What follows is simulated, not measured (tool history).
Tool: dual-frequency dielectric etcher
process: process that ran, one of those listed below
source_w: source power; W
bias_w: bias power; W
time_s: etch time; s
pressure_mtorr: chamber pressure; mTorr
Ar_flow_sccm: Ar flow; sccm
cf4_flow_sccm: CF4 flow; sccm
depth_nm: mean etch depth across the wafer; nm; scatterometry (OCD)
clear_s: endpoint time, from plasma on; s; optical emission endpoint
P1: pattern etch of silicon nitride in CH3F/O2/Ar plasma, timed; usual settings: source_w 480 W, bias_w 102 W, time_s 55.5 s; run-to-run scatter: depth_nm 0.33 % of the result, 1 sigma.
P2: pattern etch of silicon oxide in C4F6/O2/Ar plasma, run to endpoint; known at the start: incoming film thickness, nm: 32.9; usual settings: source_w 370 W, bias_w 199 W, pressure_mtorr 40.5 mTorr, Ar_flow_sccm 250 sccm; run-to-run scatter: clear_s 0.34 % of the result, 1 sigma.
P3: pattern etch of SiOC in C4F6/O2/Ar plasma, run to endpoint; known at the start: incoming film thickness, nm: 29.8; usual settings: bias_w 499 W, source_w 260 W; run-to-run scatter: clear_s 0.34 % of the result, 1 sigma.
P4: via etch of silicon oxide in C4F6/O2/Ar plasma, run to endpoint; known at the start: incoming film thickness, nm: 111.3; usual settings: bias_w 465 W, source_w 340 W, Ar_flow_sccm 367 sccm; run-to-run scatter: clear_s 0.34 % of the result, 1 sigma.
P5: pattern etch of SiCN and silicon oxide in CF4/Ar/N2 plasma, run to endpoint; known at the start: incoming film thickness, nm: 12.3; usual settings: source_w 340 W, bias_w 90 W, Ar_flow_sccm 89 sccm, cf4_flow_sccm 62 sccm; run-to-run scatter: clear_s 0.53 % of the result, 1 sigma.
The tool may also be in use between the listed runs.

| run | hour | process | source_w | bias_w | time_s | pressure_mtorr | Ar_flow_sccm | cf4_flow_sccm | hours since the last wet clean | hours since the last source power generator calibration | hours since the last bias power generator calibration | depth_nm | clear_s |
|---|---|---|---|---|---|---|---|---|---|---|---|---|---|
| 1 | 9.9 | P1 | 480 | 102 | 55.5 |  |  |  | 102.6 | 1550.5 | 540.1 | 45.548 |  |
| 2 | 19.7 | P3 | 260 | 499 |  |  |  |  | 112.4 | 1560.3 | 549.9 |  | 11.2450 |
| 3 | 25.9 | P2 | 370 | 199 |  | 40.5 | 250 |  | 118.6 | 1566.5 | 556.1 |  | 10.5660 |
| 4 | 35.4 | P1 | 480 | 102 | 55.5 |  |  |  | 128.1 | 1576.0 | 565.6 | 45.576 |  |
| 5 | 46.8 | P1 | 480 | 126 | 55.5 |  |  |  | 139.5 | 1587.4 | 577.0 | 49.496 |  |
| 6 | 58.4 | P3 | 330 | 499 |  |  |  |  | 151.1 | 1599.0 | 588.6 |  | 10.2770 |
| 7 | 66.4 | P1 | 480 | 102 | 55.5 |  |  |  | 159.1 | 1607.0 | 596.6 | 45.620 |  |
| 8 | 75.3 | P1 | 480 | 102 | 68.5 |  |  |  | 168.0 | 1615.9 | 605.5 | 56.369 |  |
| 9 | 83.9 | P4 | 340 | 589 |  |  | 367 |  | 176.6 | 1624.5 | 614.1 |  | 25.0190 |
| 10 | 89.4 | P2 | 230 | 199 |  | 40.5 | 250 |  | 182.1 | 1630.0 | 619.6 |  | 12.6410 |
| 11 | 95.9 | P5 | 270 | 90 |  |  | 89 | 62 | 188.6 | 1636.5 | 626.1 |  | 20.8090 |
| 12 | 101.9 | P1 | 340 | 102 | 55.5 |  |  |  | 194.6 | 1642.5 | 632.1 | 39.989 |  |
| 13 | 112.9 | P1 | 670 | 102 | 55.5 |  |  |  | 205.6 | 1653.5 | 643.1 | 51.686 |  |
| 14 | 123.9 | P2 | 370 | 199 |  | 40.5 | 321 |  | 216.6 | 1664.5 | 654.1 |  | 10.8390 |
| 15 | 129.2 | P1 | 480 | 102 | 55.5 |  |  |  | 221.9 | 1669.8 | 659.4 | 45.496 |  |
| 16 | 140.0 | P4 | 210 | 465 |  |  | 367 |  | 232.7 | 1680.6 | 670.2 |  | 32.7620 |
| 17 | 150.7 | P3 | 260 | 499 |  |  |  |  | 243.4 | 1691.3 | 680.9 |  | 11.1290 |
| 18 | 157.6 | P4 | 340 | 465 |  |  | 367 |  | 250.3 | 1698.2 | 687.8 |  | 27.4480 |
| 19 | 167.9 | P5 | 340 | 90 |  |  | 62 | 62 | 260.6 | 1708.5 | 698.1 |  | 16.4130 |
| 20 | 178.0 | P1 | 480 | 102 | 31.5 |  |  |  | 270.7 | 1718.6 | 708.2 | 26.006 |  |
| 21 | 183.3 | P3 | 260 | 300 |  |  |  |  | 276.0 | 1723.9 | 713.5 |  | 13.4770 |
| 22 | 188.7 | P2 | 370 | 259 |  | 40.5 | 250 |  | 281.4 | 1729.3 | 718.9 |  | 9.6664 |
| 23 | 196.5 | P4 | 340 | 465 |  |  | 299 |  | 289.2 | 1737.1 | 726.7 |  | 26.7320 |
| 24 | 204.6 | P5 | 340 | 64 |  |  | 89 | 62 | 297.3 | 1745.2 | 734.8 |  | 19.3550 |
| 25 | 214.0 | P1 | 480 | 75 | 55.5 |  |  |  | 306.7 | 1754.6 | 744.2 | 41.036 |  |
| 26 | 220.3 | P2 | 370 | 199 |  | 51.5 | 250 |  | 313.0 | 1760.9 | 750.5 |  | 10.8190 |
|  | 224.8 | bias power generator calibrated |
| 27 | 229.8 | P5 | 340 | 90 |  |  | 89 | 62 | 322.5 | 1770.4 | 5.0 |  | 16.9860 |
| 28 | 238.1 | P1 | 380 | 142 | 55.5 |  |  |  | 330.8 | 1778.7 | 13.3 | 47.392 |  |
|  | 245.8 | source power generator calibrated |
| 29 | 247.0 | P1 | 480 | 102 | 55.5 |  |  |  | 339.7 | 1.2 | 22.2 | 45.651 |  |
| 30 | 253.0 | P5 | 340 | 90 |  |  | 89 | 50 | 345.7 | 7.2 | 28.2 |  | 17.6530 |
| 31 | 264.1 | P4 | 340 | 465 |  |  | 367 |  | 356.8 | 18.3 | 39.3 |  | 27.4900 |
| 32 | 274.4 | P1 | 480 | 102 | 55.5 |  |  |  | 367.1 | 28.6 | 49.6 | 45.662 |  |
| 33 | 285.4 | P1 | 480 | 102 | 55.5 |  |  |  | 378.1 | 39.6 | 60.6 | 46.195 |  |
| 34 | 296.9 | P1 | 480 | 102 | 55.5 |  |  |  | 389.6 | 51.1 | 72.1 | 46.110 |  |
| 35 | 307.0 | P1 | 480 | 102 | 55.5 |  |  |  | 399.7 | 61.2 | 82.2 | 46.194 |  |
| 36 | 316.8 | P1 | 480 | 102 | 55.5 |  |  |  | 409.5 | 71.0 | 92.0 | 46.189 |  |
| 37 | 327.4 | P1 | 480 | 102 | 55.5 |  |  |  | 420.1 | 81.6 | 102.6 | 46.183 |  |
|  | 331.2 | wet clean of the chamber |
| 38 | 337.0 | P1 | 480 | 102 | 55.5 |  |  |  | 5.8 | 91.2 | 112.2 | 45.933 |  |
| 39 | 345.3 | P1 | 480 | 102 | 55.5 |  |  |  | 14.1 | 99.5 | 120.5 | 46.575 |  |
| 40 | 357.0 | P1 | 480 | 102 | 55.5 |  |  |  | 25.8 | 111.2 | 132.2 | 46.264 |  |

What P1 gives has crept away from where it was. These 2 causes fit the log equally well, each at the size given:
A: source power that arrives over what is set, % = 4.57
B: bias power that arrives over what is set, % = 4.67
The creep began at about hour 274.4.
Why every other cause is out:
chamber walls in a state that raises the etch rate, %: serviced at hour 331.2, which brought nothing back

4 check runs are offered, each on 3 wafers whose results are averaged, their results left as question marks. Which one tells the causes apart?
| check 1 | 368.7 | P5 | 290 | 90 |  |  | 89 | 62 |  |  |  |  | ? |
| check 2 | 368.7 | P4 | 230 | 561 |  |  | 367 |  |  |  |  |  | ? |
| check 3 | 368.7 | P2 | 370 | 199 |  | 40.5 | 301 |  |  |  |  |  | ? |
| check 4 | 368.7 | P3 | 260 | 322 |  |  |  |  |  |  |  |  | ? |

What each check would give under each cause:
| check | result | if A | if B |
|---|---|---|---|
| check 1 | clear_s | 18.7980 | 19.2240 |
| check 2 | clear_s | 28.9800 | 28.9340 |
| check 3 | clear_s | 10.5600 | 10.5860 |
| check 4 | clear_s | 12.9590 | 12.9640 |
How far apart the two closest causes lie, in the result that separates them most: check 1 2.24 %; check 2 0.16 %; check 3 0.24 %; check 4 0.04 %
Only check 1 tells the causes apart: in the others they would give nearly the same result.

Then check 1 was run and gave: clear_s 18.7400 s. Which cause is it?

It is A: source power that arrives over what is set, %.
